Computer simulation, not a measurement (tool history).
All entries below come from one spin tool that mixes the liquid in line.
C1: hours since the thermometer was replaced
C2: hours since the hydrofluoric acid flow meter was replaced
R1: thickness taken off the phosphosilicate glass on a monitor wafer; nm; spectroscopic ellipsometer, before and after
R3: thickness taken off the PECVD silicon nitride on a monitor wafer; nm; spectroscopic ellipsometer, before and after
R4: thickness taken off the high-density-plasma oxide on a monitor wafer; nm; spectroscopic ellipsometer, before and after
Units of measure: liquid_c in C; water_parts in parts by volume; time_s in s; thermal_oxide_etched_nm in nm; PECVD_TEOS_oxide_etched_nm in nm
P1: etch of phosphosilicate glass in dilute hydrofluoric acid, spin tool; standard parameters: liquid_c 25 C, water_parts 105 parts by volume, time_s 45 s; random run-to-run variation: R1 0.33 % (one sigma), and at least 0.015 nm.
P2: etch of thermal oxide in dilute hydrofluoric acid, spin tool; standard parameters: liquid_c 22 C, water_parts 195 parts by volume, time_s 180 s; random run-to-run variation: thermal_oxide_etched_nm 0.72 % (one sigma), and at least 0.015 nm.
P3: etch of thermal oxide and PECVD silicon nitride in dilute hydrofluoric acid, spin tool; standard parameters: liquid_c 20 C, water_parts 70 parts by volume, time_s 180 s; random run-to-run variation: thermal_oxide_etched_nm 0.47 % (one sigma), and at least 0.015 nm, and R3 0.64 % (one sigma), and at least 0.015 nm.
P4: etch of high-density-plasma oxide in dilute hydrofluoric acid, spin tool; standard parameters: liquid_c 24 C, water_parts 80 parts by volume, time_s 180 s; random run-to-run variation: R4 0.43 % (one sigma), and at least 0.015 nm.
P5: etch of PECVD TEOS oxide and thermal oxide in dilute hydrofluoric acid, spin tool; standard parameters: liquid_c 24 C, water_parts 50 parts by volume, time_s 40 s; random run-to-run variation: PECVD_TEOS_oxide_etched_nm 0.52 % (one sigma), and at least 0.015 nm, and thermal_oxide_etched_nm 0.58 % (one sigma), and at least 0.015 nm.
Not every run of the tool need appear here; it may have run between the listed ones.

Run 1, hour 7.4: process P1, liquid_c 25 C, water_parts 105 parts by volume, time_s 45 s; C1 1260.1; C2 330.6. Result: R1 37.939 nm.
Run 2, hour 16.5: process P3, liquid_c 17 C, water_parts 70 parts by volume, time_s 180 s; C1 1269.2; C2 339.7. Result: thermal_oxide_etched_nm 9.705 nm, R3 3.5839 nm.
Run 3, hour 24: process P3, liquid_c 20 C, water_parts 70 parts by volume, time_s 330 s; C1 1276.7; C2 347.2. Result: thermal_oxide_etched_nm 20.123 nm, R3 8.0789 nm.
Run 4, hour 30.3: process P1, liquid_c 25 C, water_parts 105 parts by volume, time_s 45 s; C1 1283; C2 353.5. Result: R1 38.024 nm.
Run 5, hour 41.3: process P4, liquid_c 24 C, water_parts 80 parts by volume, time_s 180 s; C1 1294; C2 364.5. Result: R4 17.113 nm.
Run 6, hour 46.1: process P1, liquid_c 25 C, water_parts 105 parts by volume, time_s 20 s; C1 1298.8; C2 369.3. Result: R1 17.021 nm.
Run 7, hour 51.4: process P1, liquid_c 25 C, water_parts 30 parts by volume, time_s 45 s; C1 1304.1; C2 374.6. Result: R1 146.68 nm.
Run 8, hour 56.8: process P5, liquid_c 18 C, water_parts 50 parts by volume, time_s 40 s; C1 1309.5; C2 380. Result: thermal_oxide_etched_nm 3.0433 nm, PECVD_TEOS_oxide_etched_nm 17.382 nm.
Run 9, hour 63.6: process P1, liquid_c 25 C, water_parts 105 parts by volume, time_s 45 s; C1 1316.3; C2 386.8. Result: R1 37.958 nm.
Run 10, hour 72.6: process P3, liquid_c 20 C, water_parts 70 parts by volume, time_s 180 s; C1 1325.3; C2 395.8. Result: thermal_oxide_etched_nm 10.976 nm, R3 4.4112 nm.
Run 11, hour 81.1: process P2, liquid_c 22 C, water_parts 195 parts by volume, time_s 15 s; C1 1333.8; C2 404.3. Result: thermal_oxide_etched_nm 0.31213 nm.
Run 12, hour 91: process P1, liquid_c 25 C, water_parts 105 parts by volume, time_s 45 s; C1 1343.7; C2 414.2. Result: R1 38.12 nm.
Run 13, hour 97.9: process P1, liquid_c 17.5 C, water_parts 105 parts by volume, time_s 45 s; C1 1350.6; C2 421.1. Result: R1 28.115 nm.
Run 14, hour 105.3: process P1, liquid_c 19 C, water_parts 105 parts by volume, time_s 20 s; C1 1358; C2 428.5. Result: R1 13.318 nm.
Run 15, hour 113.3: process P4, liquid_c 29.5 C, water_parts 80 parts by volume, time_s 180 s; C1 1366; C2 436.5. Result: R4 21.312 nm.
Run 16, hour 120.9: process P4, liquid_c 24 C, water_parts 80 parts by volume, time_s 320 s; C1 1373.6; C2 444.1. Result: R4 30.462 nm.
Run 17, hour 127.8: process P1, liquid_c 25 C, water_parts 185 parts by volume, time_s 45 s; C1 1380.5; C2 451. Result: R1 19.563 nm.
Run 18, hour 137.3: process P5, liquid_c 24 C, water_parts 50 parts by volume, time_s 75 s; C1 1390; C2 460.5. Result: thermal_oxide_etched_nm 7.3062 nm, PECVD_TEOS_oxide_etched_nm 42.455 nm.
Run 19, hour 145.4: process P3, liquid_c 20 C, water_parts 70 parts by volume, time_s 180 s; C1 1398.1; C2 468.6. Result: thermal_oxide_etched_nm 11.045 nm, R3 4.4027 nm.
Run 20, hour 156.4: process P2, liquid_c 17 C, water_parts 195 parts by volume, time_s 180 s; C1 1409.1; C2 479.6. Result: thermal_oxide_etched_nm 2.9336 nm.
Run 21, hour 166.3: process P1, liquid_c 25 C, water_parts 105 parts by volume, time_s 45 s; C1 1419; C2 489.5. Result: R1 37.956 nm.
Run 22, hour 176.9: process P2, liquid_c 22 C, water_parts 85 parts by volume, time_s 180 s; C1 1429.6; C2 500.1. Result: thermal_oxide_etched_nm 9.261 nm.
At hour 177.3: hydrofluoric acid flow meter replaced.
Run 23, hour 187.3: process P1, liquid_c 25 C, water_parts 105 parts by volume, time_s 85 s; C1 1440; C2 10. Result: R1 72.216 nm.
Run 24, hour 194.6: process P4, liquid_c 24 C, water_parts 130 parts by volume, time_s 180 s; C1 1447.3; C2 17.3. Result: R4 9.8363 nm.
Run 25, hour 204.6: process P1, liquid_c 25 C, water_parts 180 parts by volume, time_s 75 s; C1 1457.3; C2 27.3. Result: R1 33.949 nm.
Run 26, hour 212.4: process P5, liquid_c 24 C, water_parts 50 parts by volume, time_s 40 s; C1 1465.1; C2 35.1. Result: thermal_oxide_etched_nm 3.9379 nm, PECVD_TEOS_oxide_etched_nm 22.573 nm.
Run 27, hour 222.5: process P1, liquid_c 29 C, water_parts 105 parts by volume, time_s 45 s; C1 1475.2; C2 45.2. Result: R1 44.275 nm.
Run 28, hour 231.5: process P2, liquid_c 22 C, water_parts 195 parts by volume, time_s 180 s; C1 1484.2; C2 54.2. Result: thermal_oxide_etched_nm 3.5534 nm.
Run 29, hour 242.5: process P3, liquid_c 20 C, water_parts 25 parts by volume, time_s 180 s; C1 1495.2; C2 65.2. Result: thermal_oxide_etched_nm 32.368 nm, R3 11.897 nm.
Run 30, hour 253.2: process P5, liquid_c 24 C, water_parts 85 parts by volume, time_s 40 s; C1 1505.9; C2 75.9. Result: thermal_oxide_etched_nm 2.2405 nm, PECVD_TEOS_oxide_etched_nm 12.827 nm.
Run 31, hour 258.7: process P2, liquid_c 22 C, water_parts 195 parts by volume, time_s 180 s; C1 1511.4; C2 81.4. Result: thermal_oxide_etched_nm 3.5646 nm.
Run 32, hour 263.6: process P1, liquid_c 25 C, water_parts 105 parts by volume, time_s 45 s; C1 1516.3; C2 86.3. Result: R1 38.269 nm.
Run 33, hour 273: process P1, liquid_c 25 C, water_parts 105 parts by volume, time_s 45 s; C1 1525.7; C2 95.7. Result: R1 37.231 nm.
Run 34, hour 280.7: process P1, liquid_c 25 C, water_parts 105 parts by volume, time_s 45 s; C1 1533.4; C2 103.4. Result: R1 36.644 nm.
Run 35, hour 289: process P1, liquid_c 25 C, water_parts 105 parts by volume, time_s 45 s; C1 1541.7; C2 111.7. Result: R1 36.332 nm.
Run 36, hour 296.3: process P1, liquid_c 25 C, water_parts 105 parts by volume, time_s 45 s; C1 1549; C2 119. Result: R1 36.072 nm.
Run 37, hour 302.1: process P1, liquid_c 25 C, water_parts 105 parts by volume, time_s 45 s; C1 1554.8; C2 124.8. Result: R1 35.665 nm.
Run 38, hour 308.9: process P1, liquid_c 25 C, water_parts 105 parts by volume, time_s 45 s; C1 1561.6; C2 131.6. Result: R1 36.075 nm.
Run 39, hour 318.5: process P1, liquid_c 25 C, water_parts 105 parts by volume, time_s 45 s; C1 1571.2; C2 141.2. Result: R1 35.763 nm.
Run 40, hour 324.8: process P1, liquid_c 25 C, water_parts 105 parts by volume, time_s 45 s; C1 1577.5; C2 147.5. Result: R1 35.772 nm.

The log shows P1 creeping away from where it was. Any of the 2 causes listed here, at the size stated for it, fits the log just as well as the others:
A: hydrofluoric acid flow below the setpoint (%) = 5.24
B: liquid colder than its thermometer reads (K) = 1.55
Onset of the creep was near hour 263.6.

Listed below are the offered check runs, one wafer per run, with question marks in place of results. For which of them would the causes give clearly different outcomes?
Run check 1, hour 331.1: process P5, liquid_c 24 C, water_parts 50 parts by volume, time_s 40 s. Result: thermal_oxide_etched_nm ?, PECVD_TEOS_oxide_etched_nm ?.
Run check 2, hour 331.1: process P3, liquid_c 20 C, water_parts 70 parts by volume, time_s 180 s. Result: thermal_oxide_etched_nm ?, R3 ?.
Run check 3, hour 331.1: process P4, liquid_c 24 C, water_parts 80 parts by volume, time_s 180 s. Result: R4 ?.
Run check 4, hour 331.1: process P2, liquid_c 22 C, water_parts 195 parts by volume, time_s 180 s. Result: thermal_oxide_etched_nm ?.

Expected result of each check under each candidate cause:
  check                      result    if A    if B
check 1     thermal_oxide_etched_nm  3.6966  3.6716
check 1  PECVD_TEOS_oxide_etched_nm  21.399  21.254
check 2     thermal_oxide_etched_nm  10.404  10.332
check 2                          R3  4.1867  3.9629
check 3                          R4  16.123  16.068
check 4     thermal_oxide_etched_nm  3.3236  3.3424
Per-check spread between the two closest causes, in the result where they differ most: check 1 0.68 %; check 2 5.49 %; check 3 0.34 %; check 4 0.56 %
Check 2 tells the causes apart: in the others they would give nearly the same result.

Here is what check 2 returned: thermal_oxide_etched_nm 10.345 nm; R3 3.9419 nm. Which cause is it?

It was cause B: liquid colder than its thermometer reads (K).
